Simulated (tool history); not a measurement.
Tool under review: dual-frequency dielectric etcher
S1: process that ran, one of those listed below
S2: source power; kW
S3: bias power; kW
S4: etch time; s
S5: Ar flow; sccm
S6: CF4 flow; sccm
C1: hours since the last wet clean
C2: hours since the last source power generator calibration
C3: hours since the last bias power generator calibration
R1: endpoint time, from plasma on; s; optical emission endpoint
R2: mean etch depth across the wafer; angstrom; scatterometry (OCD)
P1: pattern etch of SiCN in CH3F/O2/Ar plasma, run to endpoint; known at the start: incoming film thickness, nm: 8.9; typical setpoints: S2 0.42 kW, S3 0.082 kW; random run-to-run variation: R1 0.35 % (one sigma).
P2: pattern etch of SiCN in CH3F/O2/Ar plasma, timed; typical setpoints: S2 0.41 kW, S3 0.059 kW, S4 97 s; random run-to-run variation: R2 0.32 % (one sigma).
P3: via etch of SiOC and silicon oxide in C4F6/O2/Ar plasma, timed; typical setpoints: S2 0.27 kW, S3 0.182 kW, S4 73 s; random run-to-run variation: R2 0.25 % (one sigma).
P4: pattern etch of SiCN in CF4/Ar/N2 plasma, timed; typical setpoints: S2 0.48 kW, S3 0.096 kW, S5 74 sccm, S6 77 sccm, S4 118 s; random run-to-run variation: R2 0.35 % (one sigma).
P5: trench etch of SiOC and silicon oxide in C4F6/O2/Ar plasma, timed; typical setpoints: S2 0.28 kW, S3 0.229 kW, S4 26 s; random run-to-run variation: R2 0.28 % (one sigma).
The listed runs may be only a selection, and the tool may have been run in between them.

run 1 day=0.35 | S1=P1 S2=0.42 S3=0.082 | C1=284.4 C2=773.5 C3=776 | R1=22.078
run 2 day=0.662 | S1=P1 S2=0.32 S3=0.082 | C1=291.9 C2=781 C3=783.5 | R1=24.13
run 3 day=0.983 | S1=P2 S2=0.41 S3=0.059 S4=97 | C1=299.6 C2=788.7 C3=791.2 | R2=346
run 4 day=1.217 | S1=P2 S2=0.41 S3=0.059 S4=97 | C1=305.2 C2=794.3 C3=796.8 | R2=346.16
run 5 day=1.388 | S1=P1 S2=0.42 S3=0.082 | C1=309.3 C2=798.4 C3=800.9 | R1=21.896
run 6 day=1.625 | S1=P3 S2=0.27 S3=0.249 S4=73 | C1=315 C2=804.1 C3=806.6 | R2=796.21
run 7 day=1.867 | S1=P2 S2=0.41 S3=0.076 S4=97 | C1=320.8 C2=809.9 C3=812.4 | R2=376.37
run 8 day=2.1 | S1=P4 S2=0.48 S3=0.096 S4=118 S5=74 S6=77 | C1=326.4 C2=815.5 C3=818 | R2=1221.9
run 9 day=2.375 | S1=P1 S2=0.42 S3=0.065 | C1=333 C2=822.1 C3=824.6 | R1=23.801
run 10 day=2.571 | S1=P3 S2=0.18 S3=0.182 S4=73 | C1=337.7 C2=826.8 C3=829.3 | R2=613.98
run 11 day=2.792 | S1=P2 S2=0.41 S3=0.059 S4=137 | C1=343 C2=832.1 C3=834.6 | R2=486.39
run 12 day=2.971 | S1=P3 S2=0.27 S3=0.182 S4=40 | C1=347.3 C2=836.4 C3=838.9 | R2=393.74
run 13 day=3.196 | S1=P1 S2=0.55 S3=0.105 | C1=352.7 C2=841.8 C3=844.3 | R1=18.004
run 14 day=3.442 | S1=P3 S2=0.27 S3=0.182 S4=73 | C1=358.6 C2=847.7 C3=850.2 | R2=718.17
run 15 day=3.667 | S1=P4 S2=0.48 S3=0.096 S4=118 S5=55 S6=77 | C1=364 C2=853.1 C3=855.6 | R2=1266.2
run 16 day=3.871 | S1=P3 S2=0.27 S3=0.182 S4=73 | C1=368.9 C2=858 C3=860.5 | R2=715.27
run 17 day=4.158 | S1=P4 S2=0.66 S3=0.096 S4=118 S5=74 S6=77 | C1=375.8 C2=864.9 C3=867.4 | R2=1614.1
run 18 day=4.429 | S1=P1 S2=0.42 S3=0.082 | C1=382.3 C2=871.4 C3=873.9 | R1=21.74
run 19 day=4.742 | S1=P2 S2=0.54 S3=0.059 S4=97 | C1=389.8 C2=878.9 C3=881.4 | R2=383.97
run 20 day=5.029 | S1=P1 S2=0.42 S3=0.1 | C1=396.7 C2=885.8 C3=888.3 | R1=20.443
run 21 day=5.367 | S1=P1 S2=0.51 S3=0.095 | C1=404.8 C2=893.9 C3=896.4 | R1=19.267
run 22 day=5.55 | S1=P4 S2=0.48 S3=0.132 S4=118 S5=74 S6=77 | C1=409.2 C2=898.3 C3=900.8 | R2=1368.7
run 23 day=5.842 | S1=P1 S2=0.55 S3=0.082 | C1=416.2 C2=905.3 C3=907.8 | R1=19.728
run 24 day=6.167 | S1=P4 S2=0.48 S3=0.096 S4=118 S5=74 S6=56 | C1=424 C2=913.1 C3=915.6 | R2=1174.4
run 25 day=6.417 | S1=P5 S2=0.34 S3=0.229 S4=26 | C1=430 C2=919.1 C3=921.6 | R2=509.83
run 26 day=6.617 | S1=P5 S2=0.28 S3=0.229 S4=35 | C1=434.8 C2=923.9 C3=926.4 | R2=638.89
run 27 day=6.917 | S1=P4 S2=0.48 S3=0.096 S4=118 S5=74 S6=77 | C1=442 C2=931.1 C3=933.6 | R2=1212.9
run 28 day=7.225 | S1=P1 S2=0.42 S3=0.082 | C1=449.4 C2=938.5 C3=941 | R1=21.813
run 29 day=7.454 | S1=P1 S2=0.29 S3=0.054 | C1=454.9 C2=944 C3=946.5 | R1=29.024
run 30 day=7.612 | S1=P4 S2=0.48 S3=0.096 S4=67 S5=74 S6=77 | C1=458.7 C2=947.8 C3=950.3 | R2=693.53
run 31 day=7.883 | S1=P1 S2=0.42 S3=0.082 | C1=465.2 C2=954.3 C3=956.8 | R1=21.912
run 32 day=8.188 | S1=P5 S2=0.28 S3=0.281 S4=26 | C1=472.5 C2=961.6 C3=964.1 | R2=508.19
run 33 day=8.429 | S1=P5 S2=0.28 S3=0.229 S4=26 | C1=478.3 C2=967.4 C3=969.9 | R2=475.72
run 34 day=8.717 | S1=P1 S2=0.42 S3=0.082 | C1=485.2 C2=974.3 C3=976.8 | R1=21.792
run 35 day=9.05 | S1=P1 S2=0.42 S3=0.082 | C1=493.2 C2=982.3 C3=984.8 | R1=21.802
run 36 day=9.308 | S1=P1 S2=0.42 S3=0.082 | C1=499.4 C2=988.5 C3=991 | R1=22.061
run 37 day=9.621 | S1=P1 S2=0.42 S3=0.082 | C1=506.9 C2=996 C3=998.5 | R1=22.143
-- day=9.746 wet clean of the chamber
run 38 day=9.808 | S1=P1 S2=0.42 S3=0.082 | C1=1.6 C2=1000.5 C3=1003 | R1=22.225
run 39 day=10.108 | S1=P1 S2=0.42 S3=0.082 | C1=8.8 C2=1007.7 C3=1010.2 | R1=22.208
run 40 day=10.354 | S1=P1 S2=0.42 S3=0.082 | C1=14.7 C2=1013.6 C3=1016.1 | R1=22.269
run 41 day=10.608 | S1=P1 S2=0.42 S3=0.082 | C1=20.8 C2=1019.7 C3=1022.2 | R1=22.241
run 42 day=10.838 | S1=P1 S2=0.42 S3=0.082 | C1=26.3 C2=1025.2 C3=1027.7 | R1=22.199
run 43 day=11.112 | S1=P1 S2=0.42 S3=0.082 | C1=32.9 C2=1031.8 C3=1034.3 | R1=22.287
run 44 day=11.45 | S1=P1 S2=0.42 S3=0.082 | C1=41 C2=1039.9 C3=1042.4 | R1=22.318

Something has made what P1 gives creep away from where it was; the 2 causes below, each at its own stated size, fit the log equally well:
A: bias power that arrives under what is set, % = 4.77
B: source power that arrives under what is set, % = 4.61
The onset of the drift is placed at about day 8.717.
Each remaining cause and why it is not a fit:
chamber walls in a state that lowers the etch rate, %: was serviced at day 9.746, once the creep was under way, yet the earlier output never came back

Listed below are the offered check runs, one wafer per run, with question marks in place of results. For which of them would the causes give clearly different outcomes?
run check 1 day=11.788 | S1=P5 S2=0.28 S3=0.279 S4=26 | R2=?
run check 2 day=11.788 | S1=P3 S2=0.23 S3=0.182 S4=59.5 | R2=?
run check 3 day=11.788 | S1=P4 S2=0.59 S3=0.096 S4=90 S5=74 S6=77 | R2=?
run check 4 day=11.788 | S1=P2 S2=0.54 S3=0.074 S4=97 | R2=?

What every check run would give for each of its results, assuming each possible cause in turn:
check=check_1 result=R2 if_A=499.33 if_B=499.02
check=check_2 result=R2 if_A=540.63 if_B=539.69
check=check_3 result=R2 if_A=1096.8 if_B=1069.8
check=check_4 result=R2 if_A=408.63 if_B=408.24
Distance between the nearest two causes, measured in the result of the check that separates them most: check 1 0.06 %; check 2 0.17 %; check 3 2.49 %; check 4 0.09 %
Check 3 is the one run that separates the causes; every other check would come out nearly the same whichever cause is at work.

Then check 3 was run and gave: R2 1071.5 angstrom. Which cause is it?

B is the cause: source power that arrives under what is set, %.
